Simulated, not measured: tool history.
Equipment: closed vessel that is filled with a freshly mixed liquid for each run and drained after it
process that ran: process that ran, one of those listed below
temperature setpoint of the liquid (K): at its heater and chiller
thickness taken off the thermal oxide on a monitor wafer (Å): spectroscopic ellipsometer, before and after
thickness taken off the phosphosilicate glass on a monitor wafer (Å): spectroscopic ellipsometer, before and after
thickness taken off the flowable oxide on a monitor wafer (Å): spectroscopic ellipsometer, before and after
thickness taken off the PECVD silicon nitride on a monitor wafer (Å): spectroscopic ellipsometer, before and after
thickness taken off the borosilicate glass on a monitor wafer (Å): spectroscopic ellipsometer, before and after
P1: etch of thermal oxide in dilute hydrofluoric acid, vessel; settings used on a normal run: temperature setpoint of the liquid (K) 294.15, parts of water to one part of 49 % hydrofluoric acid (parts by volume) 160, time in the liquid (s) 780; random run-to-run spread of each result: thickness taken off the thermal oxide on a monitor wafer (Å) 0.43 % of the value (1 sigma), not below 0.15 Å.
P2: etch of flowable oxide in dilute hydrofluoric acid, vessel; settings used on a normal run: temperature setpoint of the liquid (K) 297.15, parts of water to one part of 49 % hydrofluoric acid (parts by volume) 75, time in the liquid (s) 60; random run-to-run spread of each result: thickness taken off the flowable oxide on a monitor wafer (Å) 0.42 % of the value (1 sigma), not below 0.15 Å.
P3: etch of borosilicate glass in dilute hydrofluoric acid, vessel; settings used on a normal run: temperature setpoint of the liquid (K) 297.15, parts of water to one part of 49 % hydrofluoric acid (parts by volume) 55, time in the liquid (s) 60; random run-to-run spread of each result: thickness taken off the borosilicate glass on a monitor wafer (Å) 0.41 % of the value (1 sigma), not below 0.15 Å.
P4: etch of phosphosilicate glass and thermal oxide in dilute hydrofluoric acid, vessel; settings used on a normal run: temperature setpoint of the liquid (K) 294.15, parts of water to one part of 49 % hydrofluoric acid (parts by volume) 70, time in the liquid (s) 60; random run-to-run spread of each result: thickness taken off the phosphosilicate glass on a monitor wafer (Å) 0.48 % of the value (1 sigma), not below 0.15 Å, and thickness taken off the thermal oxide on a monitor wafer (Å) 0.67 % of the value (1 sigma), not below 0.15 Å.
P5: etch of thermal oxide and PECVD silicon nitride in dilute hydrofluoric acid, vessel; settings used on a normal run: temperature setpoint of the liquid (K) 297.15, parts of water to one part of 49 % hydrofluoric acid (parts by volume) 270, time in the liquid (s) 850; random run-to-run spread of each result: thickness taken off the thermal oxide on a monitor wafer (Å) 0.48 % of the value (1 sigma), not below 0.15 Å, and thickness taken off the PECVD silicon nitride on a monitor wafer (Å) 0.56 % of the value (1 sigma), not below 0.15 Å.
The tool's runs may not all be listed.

run   hour  process that ran  temperature setpoint of the liquid (K)  parts of water to one part of 49 % hydrofluoric acid (parts by volume)  time in the liquid (s)  hours since the thermometer was replaced  hours since the hydrofluoric acid flow meter was replaced  thickness taken off the thermal oxide on a monitor wafer (Å)  thickness taken off the phosphosilicate glass on a monitor wafer (Å)  thickness taken off the flowable oxide on a monitor wafer (Å)  thickness taken off the PECVD silicon nitride on a monitor wafer (Å)  thickness taken off the borosilicate glass on a monitor wafer (Å)
  1     15                P1                                  294.15                                                                     160                     780                                     344.8                                                      925.8                                                        183.78
  2   31.5                P4                                  294.15                                                                      70                      60                                     361.3                                                      942.3                                                        35.976                                                                1506.4
  3   44.6                P2                                  297.15                                                                      75                      95                                     374.4                                                      955.4                                                                                                                                                                                             362.19
  4   57.6                P4                                  300.15                                                                      70                      60                                     387.4                                                      968.4                                                        46.215                                                                1925.5
  5   65.6                P1                                  294.15                                                                     160                     315                                     395.4                                                      976.4                                                        75.101
  6   80.5                P1                                  294.15                                                                     160                     780                                     410.3                                                      991.3                                                        185.05
  7   94.7                P5                                  297.15                                                                     270                     360                                     424.5                                                     1005.5                                                        51.465                                                                                                                                                                                                     60.344
  8  108.2                P5                                  304.15                                                                     270                     850                                       438                                                       1019                                                        155.02                                                                                                                                                                                                     215.08
  9  120.2                P1                                  290.15                                                                     160                     220                                       450                                                       1031                                                        44.376
 10  130.1                P1                                  294.15                                                                     160                     780                                     459.9                                                     1040.9                                                        186.94
 11  144.1                P1                                  290.65                                                                     160                     305                                     473.9                                                     1054.9                                                        62.813
 12  151.5                P3                                  292.15                                                                      55                      60                                     481.3                                                     1062.3                                                                                                                                                                                                                                                                                                                                      298.99
 13  160.3                P1                                  294.15                                                                      40                     780                                     490.1                                                     1071.1                                                        847.84
 14  172.7                P5                                  297.15                                                                     270                     850                                     502.5                                                     1083.5                                                        121.07                                                                                                                                                                                                      141.7
     177.6  -- thermometer replaced
 15  186.4                P2                                  297.15                                                                      75                      60                                       8.8                                                     1097.2                                                                                                                                                                                             231.04
 16  195.4                P2                                  297.15                                                                     105                      60                                      17.8                                                     1106.2                                                                                                                                                                                             157.87
 17  211.8                P5                                  297.15                                                                     270                     850                                      34.2                                                     1122.6                                                        121.04                                                                                                                                                                                                     141.47
 18  224.3                P1                                  294.15                                                                     160                     780                                      46.7                                                     1135.1                                                        185.67
 19  240.6                P1                                  294.15                                                                     160                     780                                        63                                                     1151.4                                                        184.91
 20  256.9                P3                                  297.15                                                                      55                      60                                      79.3                                                     1167.7                                                                                                                                                                                                                                                                                                                                      367.97
 21  265.3                P1                                  294.15                                                                     235                     780                                      87.7                                                     1176.1                                                        117.07
 22  273.5                P3                                  297.15                                                                      55                      60                                      95.9                                                     1184.3                                                                                                                                                                                                                                                                                                                                      365.15
 23  286.6                P4                                  294.15                                                                      70                      60                                       109                                                     1197.4                                                        35.828                                                                1496.4
 24  302.9                P3                                  297.15                                                                      55                     100                                     125.3                                                     1213.7                                                                                                                                                                                                                                                                                                                                      611.32
 25  318.6                P3                                  297.15                                                                      30                      60                                       141                                                     1229.4                                                                                                                                                                                                                                                                                                                                      692.55
 26  326.8                P1                                  290.15                                                                     160                     780                                     149.2                                                     1237.6                                                        157.57
 27  334.8                P1                                  294.15                                                                     160                    1265                                     157.2                                                     1245.6                                                           297
 28  349.8                P5                                  297.15                                                                      50                     850                                     172.2                                                     1260.6                                                         839.8                                                                                                                                                                                                     752.63
 29  364.5                P1                                  294.15                                                                     160                     780                                     186.9                                                     1275.3                                                        185.45
 30  373.8                P2                                  303.15                                                                      75                      60                                     196.2                                                     1284.6                                                                                                                                                                                             293.05
 31  385.8                P1                                  301.15                                                                     160                     780                                     208.2                                                     1296.6                                                        242.52
 32  398.5                P4                                  294.15                                                                     110                      60                                     220.9                                                     1309.3                                                        21.798                                                                913.84
 33  407.9                P4                                  294.15                                                                      70                      30                                     230.3                                                     1318.7                                                        17.997                                                                753.47
 34    417                P1                                  294.15                                                                     160                     780                                     239.4                                                     1327.8                                                        186.07
 35  427.1                P1                                  294.15                                                                     160                     780                                     249.5                                                     1337.9                                                        180.63
 36  442.8                P1                                  294.15                                                                     160                     780                                     265.2                                                     1353.6                                                         174.8
 37  456.7                P1                                  294.15                                                                     160                     780                                     279.1                                                     1367.5                                                        172.79
 38  466.1                P1                                  294.15                                                                     160                     780                                     288.5                                                     1376.9                                                        174.14
 39  474.3                P1                                  294.15                                                                     160                     780                                     296.7                                                     1385.1                                                        174.11
 40  485.4                P1                                  294.15                                                                     160                     780                                     307.8                                                     1396.2                                                        173.06
 41  497.5                P1                                  294.15                                                                     160                     780                                     319.9                                                     1408.3                                                        171.38

The output of P1 has drifted from where it used to be. Each of the 2 causes below, taken at the size shown beside it, accounts for the log equally well:
A: liquid colder than its thermometer reads (K) = 1.86
B: hydrofluoric acid flow below the setpoint (%) = 6.07
The process output started creeping at around hour 417.

4 check runs are offered, one wafer each, their results left as question marks. Which one tells the causes apart?
check 1  509.6                P4                                  294.15                                                                      70                      60                                                                                                                                                                  ?                                                                     ?
check 2  509.6                P3                                  297.15                                                                      55                      60                                                                                                                                                                                                                                                                                                                                                                                                                                                ?
check 3  509.6                P5                                  297.15                                                                     270                     850                                                                                                                                                                  ?                                                                                                                                                                                                          ?
check 4  509.6                P2                                  297.15                                                                      75                      60                                                                                                                                                                                                                                                                                                       ?

Expected result of each check under each candidate cause:
  check                                                                result    if A    if B
check 1          thickness taken off the thermal oxide on a monitor wafer (Å)  33.358   33.69
check 1  thickness taken off the phosphosilicate glass on a monitor wafer (Å)  1390.2    1404
check 2     thickness taken off the borosilicate glass on a monitor wafer (Å)  340.17  343.46
check 3          thickness taken off the thermal oxide on a monitor wafer (Å)  114.22   112.7
check 3  thickness taken off the PECVD silicon nitride on a monitor wafer (Å)  126.49  133.46
check 4         thickness taken off the flowable oxide on a monitor wafer (Å)  213.23  214.69
Smallest distance between any two causes, each pair judged by its most separating result, in per cent: check 1 0.99 %; check 2 0.96 %; check 3 5.37 %; check 4 0.68 %
Check 3 tells the causes apart: in the others they would give nearly the same result.

Then check 3 was run and gave: thickness taken off the thermal oxide on a monitor wafer (Å) 114.7; thickness taken off the PECVD silicon nitride on a monitor wafer (Å) 127.14. Which cause is it?

The cause is A: liquid colder than its thermometer reads (K).

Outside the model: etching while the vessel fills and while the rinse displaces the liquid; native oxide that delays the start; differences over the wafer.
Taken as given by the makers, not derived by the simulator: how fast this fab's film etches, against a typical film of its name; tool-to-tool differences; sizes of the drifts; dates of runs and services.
